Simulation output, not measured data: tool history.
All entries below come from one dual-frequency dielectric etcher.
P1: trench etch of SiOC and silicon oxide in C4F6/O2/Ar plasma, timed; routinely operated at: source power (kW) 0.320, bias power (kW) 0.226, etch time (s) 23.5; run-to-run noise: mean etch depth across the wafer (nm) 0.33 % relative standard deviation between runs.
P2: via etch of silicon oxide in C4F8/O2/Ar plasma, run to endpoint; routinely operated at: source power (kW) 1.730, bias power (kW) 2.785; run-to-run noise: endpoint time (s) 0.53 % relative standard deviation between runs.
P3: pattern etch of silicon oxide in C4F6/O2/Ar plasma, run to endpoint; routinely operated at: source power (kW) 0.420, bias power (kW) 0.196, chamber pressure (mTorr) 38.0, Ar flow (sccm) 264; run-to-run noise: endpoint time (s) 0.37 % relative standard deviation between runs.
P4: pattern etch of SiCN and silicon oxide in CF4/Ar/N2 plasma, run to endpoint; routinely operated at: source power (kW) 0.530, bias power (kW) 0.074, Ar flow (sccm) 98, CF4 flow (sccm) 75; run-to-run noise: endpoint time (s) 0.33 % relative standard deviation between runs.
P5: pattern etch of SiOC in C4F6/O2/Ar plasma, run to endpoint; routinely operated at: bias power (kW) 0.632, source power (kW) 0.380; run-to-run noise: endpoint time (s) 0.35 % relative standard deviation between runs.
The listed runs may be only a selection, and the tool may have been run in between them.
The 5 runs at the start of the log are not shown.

run	hour	process that ran	source power (kW)	bias power (kW)	etch time (s)	Ar flow (sccm)	CF4 flow (sccm)	chamber pressure (mTorr)	mean etch depth across the wafer (nm)	endpoint time (s)
6	33.9	P4	0.530	0.060		98	75			14.4580
7	37.4	P2	1.730	2.785						138.2900
8	41.6	P1	0.220	0.226	23.5				38.981	
9	46.1	P4	0.530	0.074		98	75			13.5530
10	52.8	P4	0.530	0.074		98	45			14.6690
11	59.6	P2	1.730	3.931						123.7500
12	66.3	P1	0.320	0.226	23.5				44.748	
13	71.7	P5	0.210	0.632						11.8590
14	75.9	P3	0.420	0.124		264		38.0		9.2268
15	83.2	P2	1.220	2.785						159.5100
16	88.5	P1	0.420	0.226	23.5				49.508	
17	95.7	P1	0.320	0.226	23.5				44.770	
18	99.6	P1	0.320	0.265	31.5				63.280	
19	106.7	P1	0.320	0.147	23.5				38.942	
20	111.0	P3	0.520	0.196		264		38.0		7.3966
21	115.6	P1	0.320	0.226	23.5				44.773	
22	119.9	P5	0.380	0.632						9.5885
23	126.7	P4	0.420	0.074		98	75			16.5630
24	133.1	P1	0.320	0.226	23.5				44.957	
25	136.9	P5	0.380	0.413						11.1920
26	141.0	P2	1.730	2.785						139.0800
27	148.6	P1	0.320	0.226	23.5				44.697	
28	155.9	P4	0.530	0.074		136	75			14.1450
# hour 161.5: bias power generator calibrated
29	163.1	P3	0.420	0.196		373		38.0		8.2970
30	166.6	P3	0.420	0.196		264		26.5		7.7198

Run 31 comes next. What will it give?
31	171.5	P3	0.420	0.196		264		38.0		?

Run 31 yielded endpoint time (s) 8.0059.
